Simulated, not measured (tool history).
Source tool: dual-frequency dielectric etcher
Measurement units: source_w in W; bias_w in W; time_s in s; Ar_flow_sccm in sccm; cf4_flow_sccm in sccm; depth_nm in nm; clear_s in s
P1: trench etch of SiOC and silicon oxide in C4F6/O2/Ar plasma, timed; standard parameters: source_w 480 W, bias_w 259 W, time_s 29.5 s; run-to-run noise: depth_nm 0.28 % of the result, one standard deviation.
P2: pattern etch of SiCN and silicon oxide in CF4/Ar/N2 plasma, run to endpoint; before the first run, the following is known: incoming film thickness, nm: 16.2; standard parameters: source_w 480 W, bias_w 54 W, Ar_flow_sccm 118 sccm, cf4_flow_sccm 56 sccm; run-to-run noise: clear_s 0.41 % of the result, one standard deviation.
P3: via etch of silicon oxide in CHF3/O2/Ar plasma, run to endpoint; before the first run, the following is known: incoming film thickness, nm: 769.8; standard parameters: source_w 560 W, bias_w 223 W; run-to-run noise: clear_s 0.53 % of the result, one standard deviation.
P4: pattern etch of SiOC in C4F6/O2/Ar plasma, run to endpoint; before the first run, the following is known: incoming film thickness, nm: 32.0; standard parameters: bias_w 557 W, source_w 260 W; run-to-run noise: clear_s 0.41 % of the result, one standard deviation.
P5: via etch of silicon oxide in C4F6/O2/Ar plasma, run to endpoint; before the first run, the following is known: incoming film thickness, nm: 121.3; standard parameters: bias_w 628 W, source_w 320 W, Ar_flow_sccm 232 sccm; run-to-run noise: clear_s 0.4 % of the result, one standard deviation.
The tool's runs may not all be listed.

run,hour,process,source_w,bias_w,time_s,Ar_flow_sccm,cf4_flow_sccm,depth_nm,clear_s
1,4,P1,480,259,29.5,,,70.405,
2,8.9,P3,560,265,,,,,351.08
3,12,P1,320,259,37,,,75.568,
4,14.4,P1,480,259,29.5,,,70.269,
5,17.3,P3,560,223,,,,,372.77
6,22.4,P2,480,72,,118,56,,18.688
7,24.9,P4,260,557,,,,,11.816
8,28,P2,480,54,,118,56,,20.449
9,30.6,P1,480,259,29.5,,,70.422,
10,35,P4,260,557,,,,,11.758
11,37.9,P1,650,259,29.5,,,78.721,
12,41.1,P4,200,557,,,,,12.999
13,45,P1,480,259,29.5,,,70.352,
14,48,P2,480,54,,118,56,,20.625
15,51.8,P1,480,259,43.5,,,103.54,
16,55.2,P2,370,54,,118,56,,25.981
17,58.2,P3,750,223,,,,,331.6
# hour 61.3: bias power generator calibrated
18,63.3,P2,480,54,,164,56,,21.917
19,67.6,P1,480,346,29.5,,,77.604,

Run 20 is up next; what results do you expect?
20,70,P5,320,628,,232,,,?

For run 20 the tool returned clear_s 25.34 s.
